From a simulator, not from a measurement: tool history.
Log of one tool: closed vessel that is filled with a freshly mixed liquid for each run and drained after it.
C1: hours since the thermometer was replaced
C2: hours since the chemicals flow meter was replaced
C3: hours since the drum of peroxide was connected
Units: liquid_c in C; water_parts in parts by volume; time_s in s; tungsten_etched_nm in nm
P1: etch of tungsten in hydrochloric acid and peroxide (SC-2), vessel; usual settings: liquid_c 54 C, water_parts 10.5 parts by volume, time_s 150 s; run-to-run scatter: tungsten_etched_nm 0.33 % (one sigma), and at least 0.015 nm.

{"run": 1, "hour": 5.5, "liquid_c": 54, "water_parts": 10.5, "time_s": 150, "C1": 353.9, "C2": 787.9, "C3": 943.7, "tungsten_etched_nm": 40.033}
{"run": 2, "hour": 12.6, "liquid_c": 54, "water_parts": 10.5, "time_s": 80, "C1": 361, "C2": 795, "C3": 950.8, "tungsten_etched_nm": 21.458}
{"run": 3, "hour": 21.1, "liquid_c": 54, "water_parts": 10.5, "time_s": 150, "C1": 369.5, "C2": 803.5, "C3": 959.3, "tungsten_etched_nm": 40.391}
{"run": 4, "hour": 26.2, "liquid_c": 69.5, "water_parts": 10.5, "time_s": 150, "C1": 374.6, "C2": 808.6, "C3": 964.4, "tungsten_etched_nm": 105.46}
{"run": 5, "hour": 33.7, "liquid_c": 54, "water_parts": 19, "time_s": 150, "C1": 382.1, "C2": 816.1, "C3": 971.9, "tungsten_etched_nm": 23.895}
{"run": 6, "hour": 40.3, "liquid_c": 54, "water_parts": 4, "time_s": 150, "C1": 388.7, "C2": 822.7, "C3": 978.5, "tungsten_etched_nm": 84.193}
{"run": 7, "hour": 46.5, "liquid_c": 37.5, "water_parts": 10.5, "time_s": 150, "C1": 394.9, "C2": 828.9, "C3": 984.7, "tungsten_etched_nm": 12.977}
{"run": 8, "hour": 54.5, "liquid_c": 54, "water_parts": 10.5, "time_s": 150, "C1": 402.9, "C2": 836.9, "C3": 992.7, "tungsten_etched_nm": 40.275}
{"run": 9, "hour": 60.3, "liquid_c": 54, "water_parts": 10.5, "time_s": 150, "C1": 408.7, "C2": 842.7, "C3": 998.5, "tungsten_etched_nm": 40.17}
{"run": 10, "hour": 64.6, "liquid_c": 54, "water_parts": 16.5, "time_s": 50, "C1": 413, "C2": 847, "C3": 1002.8, "tungsten_etched_nm": 9.0336}
{"run": 11, "hour": 71.7, "liquid_c": 54, "water_parts": 10.5, "time_s": 295, "C1": 420.1, "C2": 854.1, "C3": 1009.9, "tungsten_etched_nm": 78.841}
{"run": 12, "hour": 76.3, "liquid_c": 54, "water_parts": 10.5, "time_s": 150, "C1": 424.7, "C2": 858.7, "C3": 1014.5, "tungsten_etched_nm": 40.071}
{"run": 13, "hour": 81.4, "liquid_c": 54, "water_parts": 10.5, "time_s": 150, "C1": 429.8, "C2": 863.8, "C3": 1019.6, "tungsten_etched_nm": 40.322}
{"run": 14, "hour": 89.4, "liquid_c": 54, "water_parts": 10.5, "time_s": 150, "C1": 437.8, "C2": 871.8, "C3": 1027.6, "tungsten_etched_nm": 38.498}
{"run": 15, "hour": 96.2, "liquid_c": 54, "water_parts": 10.5, "time_s": 150, "C1": 444.6, "C2": 878.6, "C3": 1034.4, "tungsten_etched_nm": 37.704}
{"run": 16, "hour": 101.2, "liquid_c": 54, "water_parts": 10.5, "time_s": 150, "C1": 449.6, "C2": 883.6, "C3": 1039.4, "tungsten_etched_nm": 37.407}
{"run": 17, "hour": 108.3, "liquid_c": 54, "water_parts": 10.5, "time_s": 150, "C1": 456.7, "C2": 890.7, "C3": 1046.5, "tungsten_etched_nm": 37.019}
{"run": 18, "hour": 115.9, "liquid_c": 54, "water_parts": 10.5, "time_s": 150, "C1": 464.3, "C2": 898.3, "C3": 1054.1, "tungsten_etched_nm": 36.712}

Forecast run 19:
{"run": 19, "hour": 122.3, "liquid_c": 54, "water_parts": 10.5, "time_s": 150, "C1": 470.7, "C2": 904.7, "C3": 1060.5, "tungsten_etched_nm": "?"}

tungsten_etched_nm: 36.777 nm
